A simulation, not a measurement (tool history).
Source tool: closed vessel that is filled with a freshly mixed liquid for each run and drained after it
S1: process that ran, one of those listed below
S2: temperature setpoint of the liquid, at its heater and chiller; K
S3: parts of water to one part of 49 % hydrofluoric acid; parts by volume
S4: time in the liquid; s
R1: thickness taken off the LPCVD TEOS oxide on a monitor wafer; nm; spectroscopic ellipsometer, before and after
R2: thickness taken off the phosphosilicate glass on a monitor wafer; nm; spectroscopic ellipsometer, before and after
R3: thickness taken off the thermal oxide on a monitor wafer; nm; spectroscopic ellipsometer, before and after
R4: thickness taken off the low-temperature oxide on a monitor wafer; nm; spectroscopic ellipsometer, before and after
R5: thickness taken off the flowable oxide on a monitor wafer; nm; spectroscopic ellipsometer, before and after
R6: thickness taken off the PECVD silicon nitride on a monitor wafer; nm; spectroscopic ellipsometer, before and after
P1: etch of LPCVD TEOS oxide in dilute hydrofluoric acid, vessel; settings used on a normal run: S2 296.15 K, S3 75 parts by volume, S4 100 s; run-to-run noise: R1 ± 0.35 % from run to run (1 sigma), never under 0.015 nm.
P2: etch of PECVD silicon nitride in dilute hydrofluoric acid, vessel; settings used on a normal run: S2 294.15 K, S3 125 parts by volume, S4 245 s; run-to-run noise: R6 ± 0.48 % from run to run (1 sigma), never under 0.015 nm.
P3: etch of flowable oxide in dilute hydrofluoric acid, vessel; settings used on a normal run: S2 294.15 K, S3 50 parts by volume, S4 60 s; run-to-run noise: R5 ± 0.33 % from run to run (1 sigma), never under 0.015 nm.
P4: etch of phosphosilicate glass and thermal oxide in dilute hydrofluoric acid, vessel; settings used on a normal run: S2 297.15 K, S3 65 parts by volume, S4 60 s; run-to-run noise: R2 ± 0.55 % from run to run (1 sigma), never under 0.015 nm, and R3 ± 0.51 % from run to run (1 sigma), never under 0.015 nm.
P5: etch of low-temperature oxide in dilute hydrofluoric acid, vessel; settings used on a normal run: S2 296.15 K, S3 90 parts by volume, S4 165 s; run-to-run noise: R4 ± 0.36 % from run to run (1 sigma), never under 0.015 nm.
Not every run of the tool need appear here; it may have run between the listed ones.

Run 1, day 0.179: S1 P1, S2 296.15 K, S3 75 parts by volume, S4 100 s. Result: R1 37.696 nm.
Run 2, day 0.379: S1 P1, S2 290.15 K, S3 20 parts by volume, S4 100 s. Result: R1 116.7 nm.
Run 3, day 0.633: S1 P4, S2 297.15 K, S3 65 parts by volume, S4 60 s. Result: R2 152.72 nm, R3 4.7034 nm.
Run 4, day 0.921: S1 P1, S2 296.15 K, S3 120 parts by volume, S4 175 s. Result: R1 39.065 nm.
Run 5, day 1.146: S1 P1, S2 296.15 K, S3 75 parts by volume, S4 30 s. Result: R1 11.217 nm.
Run 6, day 1.338: S1 P5, S2 290.15 K, S3 90 parts by volume, S4 165 s. Result: R4 19.561 nm.
Run 7, day 1.483: S1 P3, S2 294.15 K, S3 20 parts by volume, S4 60 s. Result: R5 95.934 nm.
Run 8, day 1.758: S1 P2, S2 300.15 K, S3 125 parts by volume, S4 245 s. Result: R6 7.956 nm.
Run 9, day 1.912: S1 P3, S2 294.15 K, S3 50 parts by volume, S4 60 s. Result: R5 37.303 nm.
Run 10, day 2.067: S1 P1, S2 296.15 K, S3 25 parts by volume, S4 100 s. Result: R1 120.55 nm.
Run 11, day 2.212: S1 P1, S2 303.65 K, S3 75 parts by volume, S4 100 s. Result: R1 50.307 nm.
Run 12, day 2.529: S1 P2, S2 294.15 K, S3 215 parts by volume, S4 245 s. Result: R6 3.1385 nm.
Run 13, day 2.808: S1 P1, S2 296.15 K, S3 75 parts by volume, S4 100 s. Result: R1 37.466 nm.
Run 14, day 2.988: S1 P3, S2 294.15 K, S3 50 parts by volume, S4 30 s. Result: R5 18.503 nm.
Run 15, day 3.321: S1 P2, S2 294.15 K, S3 125 parts by volume, S4 30 s. Result: R6 0.64499 nm.
Run 16, day 3.625: S1 P5, S2 296.15 K, S3 90 parts by volume, S4 30 s. Result: R4 4.5554 nm.
Run 17, day 3.925: S1 P3, S2 290.15 K, S3 50 parts by volume, S4 60 s. Result: R5 31.27 nm.
Run 18, day 4.242: S1 P4, S2 304.65 K, S3 65 parts by volume, S4 60 s. Result: R2 203.66 nm, R3 6.3642 nm.
Run 19, day 4.542: S1 P1, S2 296.15 K, S3 75 parts by volume, S4 100 s. Result: R1 37.762 nm.
Run 20, day 4.833: S1 P1, S2 296.15 K, S3 75 parts by volume, S4 100 s. Result: R1 37.493 nm.
Run 21, day 5.125: S1 P4, S2 297.15 K, S3 65 parts by volume, S4 60 s. Result: R2 152.74 nm, R3 4.6987 nm.
Run 22, day 5.296: S1 P1, S2 296.15 K, S3 75 parts by volume, S4 100 s. Result: R1 37.693 nm.
Run 23, day 5.621: S1 P1, S2 296.15 K, S3 120 parts by volume, S4 100 s. Result: R1 22.254 nm.
Run 24, day 5.908: S1 P4, S2 297.15 K, S3 105 parts by volume, S4 60 s. Result: R2 90.074 nm, R3 2.8148 nm.

Run 25 comes next. What will it give?
Run 25, day 6.225: S1 P1, S2 296.15 K, S3 75 parts by volume, S4 175 s. Result: R1 ?.

R1: 65.632 nm

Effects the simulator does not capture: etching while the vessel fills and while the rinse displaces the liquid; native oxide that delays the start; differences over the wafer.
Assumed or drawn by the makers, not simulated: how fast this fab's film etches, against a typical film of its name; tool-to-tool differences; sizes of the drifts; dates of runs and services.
